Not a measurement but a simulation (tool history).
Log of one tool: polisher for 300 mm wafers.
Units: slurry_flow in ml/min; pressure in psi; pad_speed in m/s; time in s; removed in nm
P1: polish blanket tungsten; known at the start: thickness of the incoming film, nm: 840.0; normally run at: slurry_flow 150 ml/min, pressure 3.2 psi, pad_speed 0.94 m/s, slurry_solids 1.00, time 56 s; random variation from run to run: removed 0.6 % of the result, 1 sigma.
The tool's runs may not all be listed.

| run | hour | slurry_flow | pressure | pad_speed | slurry_solids | time | wafers polished on this pad | hours since the slurry nozzle was cleaned | hours since the head pressure was calibrated | hours since the slurry blender was calibrated | hours since the slurry got fresh peroxide | removed |
|---|---|---|---|---|---|---|---|---|---|---|---|---|
| 1 | 9.0 | 150 | 3.2 | 0.94 | 1.00 | 56 | 640 | 338.9 | 381.8 | 156.2 | 58.1 | 202.280 |
| 2 | 15.6 | 90 | 3.2 | 0.94 | 0.55 | 56 | 701 | 345.5 | 388.4 | 162.8 | 64.7 | 157.180 |
|  | 23.2 | slurry tank refilled with fresh slurry and peroxide |
| 3 | 25.9 | 150 | 3.2 | 0.94 | 1.50 | 56 | 795 | 355.8 | 398.7 | 173.1 | 2.7 | 219.900 |
| 4 | 34.3 | 150 | 3.2 | 0.94 | 1.00 | 56 | 872 | 364.2 | 407.1 | 181.5 | 11.1 | 199.870 |
| 5 | 43.5 | 210 | 3.2 | 0.94 | 1.00 | 56 | 956 | 373.4 | 416.3 | 190.7 | 20.3 | 210.920 |
| 6 | 54.1 | 150 | 3.2 | 0.42 | 1.00 | 56 | 1053 | 384.0 | 426.9 | 201.3 | 30.9 | 89.056 |
| 7 | 59.8 | 90 | 3.2 | 0.94 | 1.00 | 56 | 1105 | 389.7 | 432.6 | 207.0 | 36.6 | 177.320 |
| 8 | 67.5 | 150 | 3.2 | 0.94 | 1.00 | 56 | 1175 | 397.4 | 440.3 | 214.7 | 44.3 | 200.100 |
| 9 | 75.4 | 150 | 3.2 | 1.32 | 1.00 | 56 | 1247 | 405.3 | 448.2 | 222.6 | 52.2 | 275.850 |
| 10 | 85.2 | 150 | 1.6 | 0.94 | 1.00 | 56 | 1337 | 415.1 | 458.0 | 232.4 | 62.0 | 99.653 |
| 11 | 92.8 | 150 | 3.2 | 0.94 | 1.00 | 28 | 1407 | 422.7 | 465.6 | 240.0 | 69.6 | 100.150 |
| 12 | 102.6 | 150 | 3.2 | 0.94 | 0.60 | 56 | 1496 | 432.5 | 475.4 | 249.8 | 79.4 | 177.570 |
| 13 | 108.5 | 150 | 3.2 | 0.94 | 1.00 | 56 | 1550 | 438.4 | 481.3 | 255.7 | 85.3 | 201.080 |
| 14 | 116.1 | 150 | 4.6 | 0.94 | 1.00 | 56 | 1620 | 446.0 | 488.9 | 263.3 | 92.9 | 281.860 |
| 15 | 122.4 | 150 | 4.0 | 0.94 | 0.65 | 56 | 1677 | 452.3 | 495.2 | 269.6 | 99.2 | 224.280 |
| 16 | 132.6 | 150 | 3.2 | 0.94 | 1.00 | 85 | 1770 | 462.5 | 505.4 | 279.8 | 109.4 | 302.830 |
| 17 | 142.2 | 150 | 3.2 | 0.94 | 1.00 | 56 | 1858 | 472.1 | 515.0 | 289.4 | 119.0 | 198.280 |
| 18 | 149.4 | 150 | 3.2 | 0.94 | 1.00 | 56 | 1924 | 479.3 | 522.2 | 296.6 | 126.2 | 193.120 |
| 19 | 157.7 | 150 | 3.2 | 0.94 | 1.00 | 56 | 2000 | 487.6 | 530.5 | 304.9 | 134.5 | 187.950 |
| 20 | 164.9 | 150 | 3.2 | 0.94 | 1.00 | 56 | 2066 | 494.8 | 537.7 | 312.1 | 141.7 | 187.610 |
|  | 168.8 | slurry tank refilled with fresh slurry and peroxide |
|  | 169.0 | head pressure recalibrated |
| 21 | 173.1 | 150 | 3.2 | 0.94 | 1.00 | 56 | 2141 | 503.0 | 4.1 | 320.3 | 4.3 | 181.000 |
| 22 | 181.1 | 150 | 3.2 | 0.94 | 1.00 | 56 | 2214 | 511.0 | 12.1 | 328.3 | 12.3 | 181.740 |
|  | 191.4 | slurry blender recalibrated |
| 23 | 191.5 | 150 | 3.2 | 0.94 | 1.00 | 56 | 2309 | 521.4 | 22.5 | 0.2 | 22.7 | 179.990 |
| 24 | 196.8 | 150 | 3.2 | 0.94 | 1.00 | 56 | 2357 | 526.7 | 27.8 | 5.5 | 28.0 | 180.620 |
| 25 | 201.4 | 150 | 3.2 | 0.94 | 1.00 | 56 | 2399 | 531.3 | 32.4 | 10.1 | 32.6 | 176.740 |
| 26 | 209.1 | 150 | 3.2 | 0.94 | 1.00 | 56 | 2470 | 539.0 | 40.1 | 17.8 | 40.3 | 177.250 |

What P1 gives has crept away from where it was. These 2 causes fit the log equally well, each at the size given:
A: slurry flow missing at the pad, % = 38.9
B: removal rate lost through wear of the pad, % = 10.2
The creep began at about hour 142.2.
Why every other cause is out:
head's pressure below its setpoint, %: serviced at hour 169.0, which brought nothing back
abrasive missing from the slurry, %: serviced at hour 191.4, which brought nothing back
peroxide lost from the slurry, %: serviced at hour 168.8, which brought nothing back

4 check runs are offered, one wafer each, their results left as question marks. Which one tells the causes apart?
| check 1 | 216.8 | 100 | 3.2 | 0.94 | 1.15 | 56 |  |  |  |  |  | ? |
| check 2 | 216.8 | 150 | 3.2 | 0.94 | 1.25 | 56 |  |  |  |  |  | ? |
| check 3 | 216.8 | 150 | 4.3 | 0.56 | 1.00 | 56 |  |  |  |  |  | ? |
| check 4 | 216.8 | 150 | 1.6 | 0.94 | 1.00 | 44 |  |  |  |  |  | ? |

What each check would give under each cause:
| check | result | if A | if B |
|---|---|---|---|
| check 1 | removed | 162.180 | 169.640 |
| check 2 | removed | 188.440 | 188.330 |
| check 3 | removed | 143.020 | 142.940 |
| check 4 | removed | 70.186 | 70.145 |
How far apart the two closest causes lie, in the result that separates them most: check 1 4.5 %; check 2 0.06 %; check 3 0.06 %; check 4 0.06 %
Check 1 tells the causes apart: in the others they would give nearly the same result.

Then check 1 was run and gave: removed 162.300 nm. Which cause is it?

It is A: slurry flow missing at the pad, %.
